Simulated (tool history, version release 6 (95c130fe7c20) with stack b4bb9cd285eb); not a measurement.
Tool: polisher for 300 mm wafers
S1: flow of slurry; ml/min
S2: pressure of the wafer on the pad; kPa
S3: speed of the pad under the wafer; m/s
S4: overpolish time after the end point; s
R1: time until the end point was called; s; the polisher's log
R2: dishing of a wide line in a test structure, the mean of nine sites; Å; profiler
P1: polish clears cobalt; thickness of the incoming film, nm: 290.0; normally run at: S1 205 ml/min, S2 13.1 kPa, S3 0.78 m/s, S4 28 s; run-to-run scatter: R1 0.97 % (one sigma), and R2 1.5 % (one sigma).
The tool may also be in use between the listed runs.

run	day	S1	S2	S3	S4	R1	R2
1	0.15	205	13.1	0.78	28	86.026	619.2
2	0.3	205	13.1	0.78	45	85.254	781.15
3	0.417	205	13.1	0.78	8	85.113	240.17
4	0.592	205	13.1	0.78	28	87.842	612.29
5	0.733	205	13.1	0.78	28	87.374	611.55
6	0.867	125	13.1	0.78	46	91.412	761.73
7	0.983	205	13.1	1.12	28	59.948	758.26
8	1.217	265	13.1	0.78	28	82.529	623.64
9	1.404	205	13.1	0.48	28	139.8	439.02
10	1.504	205	13.1	0.78	28	83.505	619.38
11	1.65	205	6.2	0.78	28	177.97	366.04
12	1.762	205	20	0.78	28	56.833	760.91
13	1.983	205	13.1	0.78	28	86.491	612.32
14	2.192	260	13.1	0.78	54	83.514	850.77
15	2.333	125	13.1	0.78	28	93.472	586.26
16	2.442	205	20.7	0.78	53	53.929	950.63
17	2.571	205	13.1	0.78	28	84.847	613.21
18	2.775	205	13.1	0.78	28	87.772	593.34
19	3.004	205	13.1	0.78	28	87.899	601.7
20	3.179	205	13.1	0.78	28	90.061	617.36
21	3.317	205	13.1	0.78	28	88.427	613.29
22	3.471	205	13.1	0.78	28	90.212	601.99
23	3.6	205	13.1	0.78	28	89.31	595.76
24	3.733	205	13.1	0.78	28	89.256	599.5

Forecast run 25:
# day 3.812: head pressure recalibrated
25	3.875	205	13.1	0.78	28	?	?

Run 25 gave R1 91.474 s, R2 590.43 Å.
